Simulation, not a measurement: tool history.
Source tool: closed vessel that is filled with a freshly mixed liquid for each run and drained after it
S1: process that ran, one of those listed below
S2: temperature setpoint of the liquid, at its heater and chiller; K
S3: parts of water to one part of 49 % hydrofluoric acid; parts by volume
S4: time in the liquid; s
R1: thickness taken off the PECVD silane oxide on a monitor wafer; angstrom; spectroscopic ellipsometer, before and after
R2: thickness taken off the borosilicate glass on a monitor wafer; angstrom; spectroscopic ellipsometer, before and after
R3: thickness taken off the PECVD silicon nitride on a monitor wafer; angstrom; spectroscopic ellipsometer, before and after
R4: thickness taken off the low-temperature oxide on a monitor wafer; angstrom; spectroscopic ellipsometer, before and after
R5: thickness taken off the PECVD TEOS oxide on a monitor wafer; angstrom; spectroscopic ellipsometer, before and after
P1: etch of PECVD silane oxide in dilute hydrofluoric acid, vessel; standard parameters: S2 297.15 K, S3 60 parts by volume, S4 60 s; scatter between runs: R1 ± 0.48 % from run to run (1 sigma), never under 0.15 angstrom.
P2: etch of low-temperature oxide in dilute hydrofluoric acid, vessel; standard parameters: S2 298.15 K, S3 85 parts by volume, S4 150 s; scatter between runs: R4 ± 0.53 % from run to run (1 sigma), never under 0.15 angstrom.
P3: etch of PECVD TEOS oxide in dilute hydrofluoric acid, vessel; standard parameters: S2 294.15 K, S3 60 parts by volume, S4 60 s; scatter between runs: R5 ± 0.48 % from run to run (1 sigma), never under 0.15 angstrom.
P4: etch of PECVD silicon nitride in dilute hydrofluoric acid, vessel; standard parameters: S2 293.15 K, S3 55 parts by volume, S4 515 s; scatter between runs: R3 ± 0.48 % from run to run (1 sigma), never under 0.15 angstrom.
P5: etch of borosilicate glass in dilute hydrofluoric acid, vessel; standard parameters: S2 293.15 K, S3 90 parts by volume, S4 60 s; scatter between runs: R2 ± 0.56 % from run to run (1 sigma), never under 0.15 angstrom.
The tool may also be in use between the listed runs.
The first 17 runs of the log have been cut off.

| run | hour | S1 | S2 | S3 | S4 | R1 | R2 | R3 | R4 | R5 |
|---|---|---|---|---|---|---|---|---|---|---|
| 18 | 199.3 | P1 | 297.15 | 90 | 60 | 121.15 |  |  |  |  |
| 19 | 211.7 | P2 | 298.15 | 85 | 150 |  |  |  | 459.42 |  |
| 20 | 221.5 | P2 | 291.15 | 85 | 150 |  |  |  | 349.75 |  |
| 21 | 228.7 | P3 | 300.65 | 60 | 60 |  |  |  |  | 137.24 |
| 22 | 239.5 | P3 | 294.15 | 95 | 60 |  |  |  |  | 63.966 |
| 23 | 247.7 | P1 | 297.15 | 20 | 60 | 607.31 |  |  |  |  |
| 24 | 259.8 | P4 | 293.15 | 55 | 515 |  |  | 399.46 |  |  |
| 25 | 271.4 | P3 | 294.15 | 60 | 60 |  |  |  |  | 104.91 |
| 26 | 283.3 | P2 | 298.15 | 115 | 150 |  |  |  | 326.85 |  |
| 27 | 295.1 | P4 | 297.15 | 55 | 515 |  |  | 526.43 |  |  |

Run 28 has not been measured yet. What should we expect?
| 28 | 303.5 | P4 | 293.15 | 55 | 515 |  |  | ? |  |  |

Run 28 measured R3 398.32 angstrom.

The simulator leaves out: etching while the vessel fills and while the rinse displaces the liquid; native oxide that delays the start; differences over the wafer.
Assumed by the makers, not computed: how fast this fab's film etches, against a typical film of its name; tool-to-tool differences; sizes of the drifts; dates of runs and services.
